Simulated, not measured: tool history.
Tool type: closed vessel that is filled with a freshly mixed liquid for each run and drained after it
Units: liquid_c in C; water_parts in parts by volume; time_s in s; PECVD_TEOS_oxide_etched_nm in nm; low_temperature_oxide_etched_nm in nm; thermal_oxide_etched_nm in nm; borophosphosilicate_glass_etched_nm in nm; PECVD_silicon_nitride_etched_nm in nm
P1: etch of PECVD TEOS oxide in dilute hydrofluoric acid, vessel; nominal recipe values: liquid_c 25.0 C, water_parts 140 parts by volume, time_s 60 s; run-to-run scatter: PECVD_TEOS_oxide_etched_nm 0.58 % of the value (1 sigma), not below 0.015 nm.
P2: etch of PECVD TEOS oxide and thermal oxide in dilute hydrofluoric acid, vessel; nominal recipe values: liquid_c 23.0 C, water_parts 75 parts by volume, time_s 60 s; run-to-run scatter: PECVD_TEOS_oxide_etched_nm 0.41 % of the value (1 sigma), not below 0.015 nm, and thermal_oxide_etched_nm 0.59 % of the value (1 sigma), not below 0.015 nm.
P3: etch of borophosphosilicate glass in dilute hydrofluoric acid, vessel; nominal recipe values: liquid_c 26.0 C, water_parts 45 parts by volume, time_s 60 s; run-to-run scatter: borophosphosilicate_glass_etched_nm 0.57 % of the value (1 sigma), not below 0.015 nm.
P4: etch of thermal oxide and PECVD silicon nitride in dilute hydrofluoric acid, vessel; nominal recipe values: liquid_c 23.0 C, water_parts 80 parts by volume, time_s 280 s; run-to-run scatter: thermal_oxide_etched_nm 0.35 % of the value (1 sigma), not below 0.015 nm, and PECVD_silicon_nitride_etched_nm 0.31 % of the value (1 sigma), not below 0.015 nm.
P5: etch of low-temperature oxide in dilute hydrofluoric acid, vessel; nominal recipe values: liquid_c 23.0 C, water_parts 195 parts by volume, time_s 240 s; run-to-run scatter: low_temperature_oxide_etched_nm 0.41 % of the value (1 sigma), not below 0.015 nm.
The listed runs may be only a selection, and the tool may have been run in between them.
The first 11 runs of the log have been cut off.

run   hour  process  liquid_c  water_parts  time_s  hours since the thermometer was replaced  hours since the hydrofluoric acid flow meter was replaced  PECVD_TEOS_oxide_etched_nm  low_temperature_oxide_etched_nm  thermal_oxide_etched_nm  borophosphosilicate_glass_etched_nm  PECVD_silicon_nitride_etched_nm
 12  109.4       P5      23.0          195     240                                     476.9                                                      310.7                                                      25.4890
 13  122.4       P1      25.0          140      60                                     489.9                                                      323.7                      7.7216
 14  128.1       P1      25.0          140      60                                     495.6                                                      329.4                      7.7600
 15  136.3       P1      29.5           55      60                                     503.8                                                      337.6                     26.0510
 16  141.9       P5      23.0          195      30                                     509.4                                                      343.2                                                       3.2522
 17  153.9       P3      34.0           45      60                                     521.4                                                      355.2                                                                                                                     61.525
 18  163.9       P1      19.5          230      60                                     531.4                                                      365.2                      3.4084
 19  170.5       P1      25.0          140      60                                     538.0                                                      371.8                      7.7717
 20  179.0       P3      26.0           80      60                                     546.5                                                      380.3                                                                                                                     23.993
 21  192.0       P1      30.5          140      60                                     559.5                                                      393.3                      9.4546
 22  202.8       P3      26.0           45      60                                     570.3                                                      404.1                                                                                                                     44.984
 23  211.1       P2      23.0           75      60                                     578.6                                                      412.4                     18.1380                                                    3.5817
 24  220.3       P1      25.0          140      90                                     587.8                                                      421.6                     11.5050
 25  231.5       P1      20.5          140      60                                     599.0                                                      432.8                      6.5824
 26  238.7       P4      23.0           80     280                                     606.2                                                      440.0                                                                               15.0750                                                                14.502
 27  247.0       P1      28.5          220      60                                     614.5                                                      448.3                      5.1195
 28  256.2       P1      25.0           85      60                                     623.7                                                      457.5                     13.6810
 29  263.7       P2      23.0           75      30                                     631.2                                                      465.0                      9.0935                                                    1.7943

For run 30, what comes out?
 30  276.6       P2      27.5           75      60                                     644.1                                                      477.9                           ?                                                         ?

{"run 30": {"PECVD_TEOS_oxide_etched_nm": 21.557, "thermal_oxide_etched_nm": 4.2879}}
